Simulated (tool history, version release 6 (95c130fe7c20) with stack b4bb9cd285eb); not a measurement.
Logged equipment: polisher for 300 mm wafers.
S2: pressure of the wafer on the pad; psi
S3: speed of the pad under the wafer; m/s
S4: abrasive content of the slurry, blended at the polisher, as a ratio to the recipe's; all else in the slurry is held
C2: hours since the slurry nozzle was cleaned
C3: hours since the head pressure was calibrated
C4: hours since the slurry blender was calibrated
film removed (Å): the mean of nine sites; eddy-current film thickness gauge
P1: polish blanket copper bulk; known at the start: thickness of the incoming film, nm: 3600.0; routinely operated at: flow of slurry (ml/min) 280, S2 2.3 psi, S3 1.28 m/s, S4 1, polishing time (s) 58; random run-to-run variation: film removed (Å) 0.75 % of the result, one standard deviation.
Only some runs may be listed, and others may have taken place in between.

Run 1, hour 4.5: flow of slurry (ml/min) 280, S2 2.3 psi, S3 1.28 m/s, S4 1, polishing time (s) 58; wafers polished on this pad 525; C2 174.5; C3 179.6; C4 302.8. Result: film removed (Å) 6410.8.
Run 2, hour 10.9: flow of slurry (ml/min) 280, S2 3.6 psi, S3 1.28 m/s, S4 1, polishing time (s) 58; wafers polished on this pad 570; C2 180.9; C3 186; C4 309.2. Result: film removed (Å) 9854.7.
Run 3, hour 17.5: flow of slurry (ml/min) 280, S2 2.3 psi, S3 1.28 m/s, S4 1, polishing time (s) 58; wafers polished on this pad 615; C2 187.5; C3 192.6; C4 315.8. Result: film removed (Å) 6372.1.
Run 4, hour 25.2: flow of slurry (ml/min) 280, S2 2.3 psi, S3 1.28 m/s, S4 1, polishing time (s) 28; wafers polished on this pad 669; C2 195.2; C3 200.3; C4 323.5. Result: film removed (Å) 3094.4.
Run 5, hour 31.6: flow of slurry (ml/min) 280, S2 2.3 psi, S3 1.28 m/s, S4 0.75, polishing time (s) 58; wafers polished on this pad 713; C2 201.6; C3 206.7; C4 329.9. Result: film removed (Å) 5936.5.
Run 6, hour 38.7: flow of slurry (ml/min) 280, S2 2.3 psi, S3 1.28 m/s, S4 1, polishing time (s) 58; wafers polished on this pad 763; C2 208.7; C3 213.8; C4 337. Result: film removed (Å) 6362.7.
Run 7, hour 45.6: flow of slurry (ml/min) 280, S2 1.3 psi, S3 1.28 m/s, S4 1, polishing time (s) 45; wafers polished on this pad 811; C2 215.6; C3 220.7; C4 343.9. Result: film removed (Å) 2808.7.
At hour 46.5: worn pad replaced by a new one.
Run 8, hour 53: flow of slurry (ml/min) 280, S2 2.3 psi, S3 1.28 m/s, S4 1.35, polishing time (s) 58; wafers polished on this pad 45; C2 223; C3 228.1; C4 351.3. Result: film removed (Å) 6873.1.
Run 9, hour 58.7: flow of slurry (ml/min) 280, S2 2.3 psi, S3 0.58 m/s, S4 1, polishing time (s) 58; wafers polished on this pad 85; C2 228.7; C3 233.8; C4 357. Result: film removed (Å) 2856.
Run 10, hour 63.2: flow of slurry (ml/min) 280, S2 2.3 psi, S3 1.28 m/s, S4 1, polishing time (s) 58; wafers polished on this pad 116; C2 233.2; C3 238.3; C4 361.5. Result: film removed (Å) 6414.4.
Run 11, hour 70.7: flow of slurry (ml/min) 280, S2 2.3 psi, S3 1.28 m/s, S4 1, polishing time (s) 88; wafers polished on this pad 168; C2 240.7; C3 245.8; C4 369. Result: film removed (Å) 9736.1.
Run 12, hour 76.1: flow of slurry (ml/min) 170, S2 2.3 psi, S3 1.28 m/s, S4 1, polishing time (s) 58; wafers polished on this pad 206; C2 246.1; C3 251.2; C4 374.4. Result: film removed (Å) 6070.6.
Run 13, hour 84.1: flow of slurry (ml/min) 280, S2 1.2 psi, S3 1.28 m/s, S4 1, polishing time (s) 58; wafers polished on this pad 261; C2 254.1; C3 259.2; C4 382.4. Result: film removed (Å) 3368.9.
Run 14, hour 91.2: flow of slurry (ml/min) 280, S2 3.2 psi, S3 1.28 m/s, S4 1, polishing time (s) 83; wafers polished on this pad 311; C2 261.2; C3 266.3; C4 389.5. Result: film removed (Å) 12742.
At hour 94.7: slurry blender recalibrated.
Run 15, hour 97.3: flow of slurry (ml/min) 385, S2 2.3 psi, S3 1.28 m/s, S4 1, polishing time (s) 58; wafers polished on this pad 353; C2 267.3; C3 272.4; C4 2.6. Result: film removed (Å) 6500.9.
Run 16, hour 103.5: flow of slurry (ml/min) 280, S2 2.3 psi, S3 1.28 m/s, S4 1, polishing time (s) 58; wafers polished on this pad 396; C2 273.5; C3 278.6; C4 8.8. Result: film removed (Å) 6425.9.
Run 17, hour 110.1: flow of slurry (ml/min) 280, S2 2.3 psi, S3 1.94 m/s, S4 1, polishing time (s) 58; wafers polished on this pad 442; C2 280.1; C3 285.2; C4 15.4. Result: film removed (Å) 9660.9.
Run 18, hour 116.7: flow of slurry (ml/min) 280, S2 2.3 psi, S3 1.28 m/s, S4 1, polishing time (s) 58; wafers polished on this pad 488; C2 286.7; C3 291.8; C4 22. Result: film removed (Å) 6318.
Run 19, hour 123.5: flow of slurry (ml/min) 280, S2 2.3 psi, S3 1.28 m/s, S4 1, polishing time (s) 58; wafers polished on this pad 535; C2 293.5; C3 298.6; C4 28.8. Result: film removed (Å) 6382.5.
Run 20, hour 131.6: flow of slurry (ml/min) 280, S2 2.3 psi, S3 1.28 m/s, S4 1, polishing time (s) 58; wafers polished on this pad 592; C2 301.6; C3 306.7; C4 36.9. Result: film removed (Å) 6176.9.

Predict the results of run 21:
Run 21, hour 138.6: flow of slurry (ml/min) 280, S2 2.3 psi, S3 1.28 m/s, S4 1, polishing time (s) 58; wafers polished on this pad 640; C2 308.6; C3 313.7; C4 43.9. Result: film removed (Å) ?.

Run 21 measured film removed (Å) 6222.5.
